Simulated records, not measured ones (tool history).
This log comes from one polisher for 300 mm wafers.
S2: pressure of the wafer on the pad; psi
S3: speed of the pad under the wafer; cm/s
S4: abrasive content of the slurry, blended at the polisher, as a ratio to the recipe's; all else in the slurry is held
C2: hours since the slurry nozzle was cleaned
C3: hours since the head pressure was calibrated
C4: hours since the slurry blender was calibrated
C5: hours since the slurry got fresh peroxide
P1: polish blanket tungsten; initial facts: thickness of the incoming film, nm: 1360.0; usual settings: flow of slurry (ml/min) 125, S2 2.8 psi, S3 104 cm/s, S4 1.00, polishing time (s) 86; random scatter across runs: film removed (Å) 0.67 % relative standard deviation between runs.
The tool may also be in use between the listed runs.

Run 1, hour 10.5: flow of slurry (ml/min) 125, S2 2.8 psi, S3 104 cm/s, S4 1.00, polishing time (s) 86; wafers polished on this pad 681; C2 562.0; C3 118.4; C4 117.2; C5 53.3. Result: film removed (Å) 3233.2.
Run 2, hour 19.2: flow of slurry (ml/min) 125, S2 2.8 psi, S3 104 cm/s, S4 1.00, polishing time (s) 47; wafers polished on this pad 750; C2 570.7; C3 127.1; C4 125.9; C5 62.0. Result: film removed (Å) 1786.6.
Run 3, hour 34.0: flow of slurry (ml/min) 125, S2 2.8 psi, S3 104 cm/s, S4 1.45, polishing time (s) 86; wafers polished on this pad 868; C2 585.5; C3 141.9; C4 140.7; C5 76.8. Result: film removed (Å) 3552.5.
Run 4, hour 42.9: flow of slurry (ml/min) 125, S2 2.8 psi, S3 104 cm/s, S4 1.00, polishing time (s) 86; wafers polished on this pad 938; C2 594.4; C3 150.8; C4 149.6; C5 85.7. Result: film removed (Å) 3261.0.
Run 5, hour 53.7: flow of slurry (ml/min) 125, S2 2.8 psi, S3 104 cm/s, S4 1.00, polishing time (s) 86; wafers polished on this pad 1024; C2 605.2; C3 161.6; C4 160.4; C5 96.5. Result: film removed (Å) 3284.6.
Run 6, hour 67.3: flow of slurry (ml/min) 125, S2 2.8 psi, S3 104 cm/s, S4 1.00, polishing time (s) 125; wafers polished on this pad 1132; C2 618.8; C3 175.2; C4 174.0; C5 110.1. Result: film removed (Å) 4727.1.
Run 7, hour 75.3: flow of slurry (ml/min) 125, S2 3.7 psi, S3 104 cm/s, S4 1.00, polishing time (s) 86; wafers polished on this pad 1196; C2 626.8; C3 183.2; C4 182.0; C5 118.1. Result: film removed (Å) 4269.7.
Run 8, hour 92.7: flow of slurry (ml/min) 185, S2 2.8 psi, S3 104 cm/s, S4 1.00, polishing time (s) 86; wafers polished on this pad 1334; C2 644.2; C3 200.6; C4 199.4; C5 135.5. Result: film removed (Å) 3512.0.
At hour 93.7: slurry tank refilled with fresh slurry and peroxide.
Run 9, hour 102.6: flow of slurry (ml/min) 125, S2 2.8 psi, S3 156 cm/s, S4 1.00, polishing time (s) 86; wafers polished on this pad 1413; C2 654.1; C3 210.5; C4 209.3; C5 9.0. Result: film removed (Å) 4878.9.
Run 10, hour 116.5: flow of slurry (ml/min) 125, S2 2.8 psi, S3 104 cm/s, S4 1.00, polishing time (s) 86; wafers polished on this pad 1524; C2 668.0; C3 224.4; C4 223.2; C5 22.9. Result: film removed (Å) 3248.7.
Run 11, hour 124.0: flow of slurry (ml/min) 125, S2 2.8 psi, S3 46 cm/s, S4 1.00, polishing time (s) 86; wafers polished on this pad 1583; C2 675.5; C3 231.9; C4 230.7; C5 30.4. Result: film removed (Å) 1438.4.
Run 12, hour 134.3: flow of slurry (ml/min) 125, S2 1.7 psi, S3 68 cm/s, S4 1.00, polishing time (s) 86; wafers polished on this pad 1665; C2 685.8; C3 242.2; C4 241.0; C5 40.7. Result: film removed (Å) 1296.7.
Run 13, hour 142.8: flow of slurry (ml/min) 125, S2 2.8 psi, S3 104 cm/s, S4 1.00, polishing time (s) 86; wafers polished on this pad 1733; C2 694.3; C3 250.7; C4 249.5; C5 49.2. Result: film removed (Å) 3281.7.
Run 14, hour 156.0: flow of slurry (ml/min) 125, S2 2.8 psi, S3 104 cm/s, S4 1.30, polishing time (s) 57; wafers polished on this pad 1838; C2 707.5; C3 263.9; C4 262.7; C5 62.4. Result: film removed (Å) 2282.0.
Run 15, hour 167.8: flow of slurry (ml/min) 125, S2 2.8 psi, S3 104 cm/s, S4 0.60, polishing time (s) 86; wafers polished on this pad 1932; C2 719.3; C3 275.7; C4 274.5; C5 74.2. Result: film removed (Å) 2888.0.
Run 16, hour 183.5: flow of slurry (ml/min) 75, S2 2.8 psi, S3 104 cm/s, S4 1.00, polishing time (s) 86; wafers polished on this pad 2057; C2 735.0; C3 291.4; C4 290.2; C5 89.9. Result: film removed (Å) 2866.6.
Run 17, hour 197.8: flow of slurry (ml/min) 125, S2 1.3 psi, S3 104 cm/s, S4 1.00, polishing time (s) 86; wafers polished on this pad 2170; C2 749.3; C3 305.7; C4 304.5; C5 104.2. Result: film removed (Å) 1520.3.
Run 18, hour 209.4: flow of slurry (ml/min) 125, S2 2.8 psi, S3 104 cm/s, S4 1.00, polishing time (s) 86; wafers polished on this pad 2262; C2 760.9; C3 317.3; C4 316.1; C5 115.8. Result: film removed (Å) 3278.6.

What will run 19 give?
Run 19, hour 226.7: flow of slurry (ml/min) 125, S2 2.8 psi, S3 104 cm/s, S4 1.00, polishing time (s) 86; wafers polished on this pad 2400; C2 778.2; C3 334.6; C4 333.4; C5 133.1. Result: film removed (Å) ?.

film removed (Å): 3121.8

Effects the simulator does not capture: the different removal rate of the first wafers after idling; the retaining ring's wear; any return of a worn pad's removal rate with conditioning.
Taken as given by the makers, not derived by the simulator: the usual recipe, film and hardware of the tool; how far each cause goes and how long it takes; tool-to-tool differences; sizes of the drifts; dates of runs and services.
